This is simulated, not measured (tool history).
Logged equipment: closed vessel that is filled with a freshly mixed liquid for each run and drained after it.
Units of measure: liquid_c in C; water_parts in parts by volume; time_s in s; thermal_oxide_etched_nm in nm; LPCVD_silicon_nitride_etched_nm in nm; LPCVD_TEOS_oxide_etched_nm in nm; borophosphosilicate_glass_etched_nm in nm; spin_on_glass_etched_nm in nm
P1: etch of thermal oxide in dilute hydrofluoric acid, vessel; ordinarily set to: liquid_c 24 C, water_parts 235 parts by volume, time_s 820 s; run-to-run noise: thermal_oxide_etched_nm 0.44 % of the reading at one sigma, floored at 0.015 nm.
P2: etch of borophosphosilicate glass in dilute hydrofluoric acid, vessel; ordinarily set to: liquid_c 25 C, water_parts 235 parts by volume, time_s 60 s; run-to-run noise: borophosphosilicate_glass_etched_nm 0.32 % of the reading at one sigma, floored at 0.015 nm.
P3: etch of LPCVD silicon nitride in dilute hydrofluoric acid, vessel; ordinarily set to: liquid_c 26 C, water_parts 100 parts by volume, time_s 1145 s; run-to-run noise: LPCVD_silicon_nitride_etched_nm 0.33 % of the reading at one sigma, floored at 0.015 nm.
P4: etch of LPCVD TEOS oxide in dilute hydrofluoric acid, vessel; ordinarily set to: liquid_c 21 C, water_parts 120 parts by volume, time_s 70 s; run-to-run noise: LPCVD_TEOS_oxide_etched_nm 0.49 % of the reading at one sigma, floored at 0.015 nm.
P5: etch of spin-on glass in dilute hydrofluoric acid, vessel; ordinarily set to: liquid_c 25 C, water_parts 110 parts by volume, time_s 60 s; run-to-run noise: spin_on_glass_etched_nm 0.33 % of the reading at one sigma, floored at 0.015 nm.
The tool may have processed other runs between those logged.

run,hour,process,liquid_c,water_parts,time_s,hours since the thermometer was replaced,hours since the hydrofluoric acid flow meter was replaced,thermal_oxide_etched_nm,LPCVD_silicon_nitride_etched_nm,LPCVD_TEOS_oxide_etched_nm,borophosphosilicate_glass_etched_nm,spin_on_glass_etched_nm
1,6.9,P1,24,235,820,451.4,333.5,13.811,,,,
2,14.2,P1,24,345,820,458.7,340.8,8.4465,,,,
3,19.3,P3,26,100,1145,463.8,345.9,,5.8655,,,
4,24.6,P4,21,120,40,469.1,351.2,,,7.2276,,
5,29.7,P1,24,235,820,474.2,356.3,13.79,,,,
6,34.5,P1,24,235,820,479,361.1,13.845,,,,
7,39.6,P2,17,235,60,484.1,366.2,,,,11.922,
8,46.6,P5,25,185,60,491.1,373.2,,,,,11.682
9,53.7,P3,30,100,1145,498.2,380.3,,7.5636,,,
10,60.1,P5,25,110,60,504.6,386.7,,,,,21.325
11,64.5,P5,20,110,60,509,391.1,,,,,17.419
12,72.1,P1,24,235,1390,516.6,398.7,23.364,,,,
13,76.9,P1,24,235,820,521.4,403.5,13.688,,,,
14,84.7,P3,26,140,1145,529.2,411.3,,4.1907,,,
15,89.6,P4,21,210,70,534.1,416.2,,,6.646,,
16,96.9,P2,25,430,60,541.4,423.5,,,,7.2316,
17,102.4,P1,17,55,820,546.9,429,53.409,,,,
18,109.9,P2,25,235,30,554.4,436.5,,,,8.0282,
19,114.3,P1,24,235,820,558.8,440.9,13.73,,,,
20,118.7,P2,25,235,60,563.2,445.3,,,,16.15,
21,124.9,P3,26,100,2060,569.4,451.5,,10.56,,,
22,129.9,P5,25,110,60,574.4,456.5,,,,,21.452
23,133.5,P5,25,110,30,578,460.1,,,,,10.688
24,140.4,P1,28,425,820,584.9,467,7.1397,,,,
25,148,P4,29,120,70,592.5,474.6,,,17.319,,
26,155.5,P4,21,120,70,600,482.1,,,12.793,,
27,159.1,P1,29.5,235,820,603.6,485.7,16.767,,,,
28,164.2,P1,24,235,30,608.7,490.8,0.51363,,,,
29,168.9,P3,26,100,1145,613.4,495.5,,5.845,,,
30,174.1,P1,19.5,235,820,618.6,500.7,11.757,,,,
31,180.6,P1,24,75,820,625.1,507.2,51.725,,,,
32,187.5,P1,24,235,820,632,514.1,13.846,,,,
33,193.9,P1,24,235,820,638.4,520.5,14.124,,,,
34,200.5,P1,24,235,820,645,527.1,14.264,,,,
35,208,P1,24,235,820,652.5,534.6,14.406,,,,
36,212.3,P1,24,235,820,656.8,538.9,14.388,,,,
37,217,P1,24,235,820,661.5,543.6,14.387,,,,
38,221.4,P1,24,235,820,665.9,548,14.409,,,,
39,226.2,P1,24,235,820,670.7,552.8,14.378,,,,

The output of P1 has drifted from where it used to be. Each of the 2 causes below, taken at the size shown beside it, accounts for the log equally well:
A: liquid hotter than its thermometer reads (K) = 1.44
B: hydrofluoric acid flow above the setpoint (%) = 4.25
Creep in the process output first set in at about hour 187.5.

Below are 4 check runs, each on a single wafer, with their results shown as question marks. Which of them would tell the listed causes apart, meaning the causes would give clearly different results under it?
check 1,231,P5,25,110,30,,,,,,,?
check 2,231,P4,25.5,185,70,,,,,?,,
check 3,231,P2,25,415,30,,,,,,?,
check 4,231,P3,29.5,100,1855,,,,?,,,

Outcome of each check run for each possible cause:
check,result,if A,if B
check 1,spin_on_glass_etched_nm,11.312,11.215
check 2,LPCVD_TEOS_oxide_etched_nm,9.589,9.567
check 3,borophosphosilicate_glass_etched_nm,4.0046,4.0496
check 4,LPCVD_silicon_nitride_etched_nm,12.991,12.378
Smallest distance between any two causes, each pair judged by its most separating result, in per cent: check 1 0.86 %; check 2 0.23 %; check 3 1.12 %; check 4 4.84 %
Check 4 tells the causes apart: in the others they would give nearly the same result.

Here is what check 4 returned: LPCVD_silicon_nitride_etched_nm 12.984 nm. Which cause is it?

The correct cause is A, namely: liquid hotter than its thermometer reads (K).
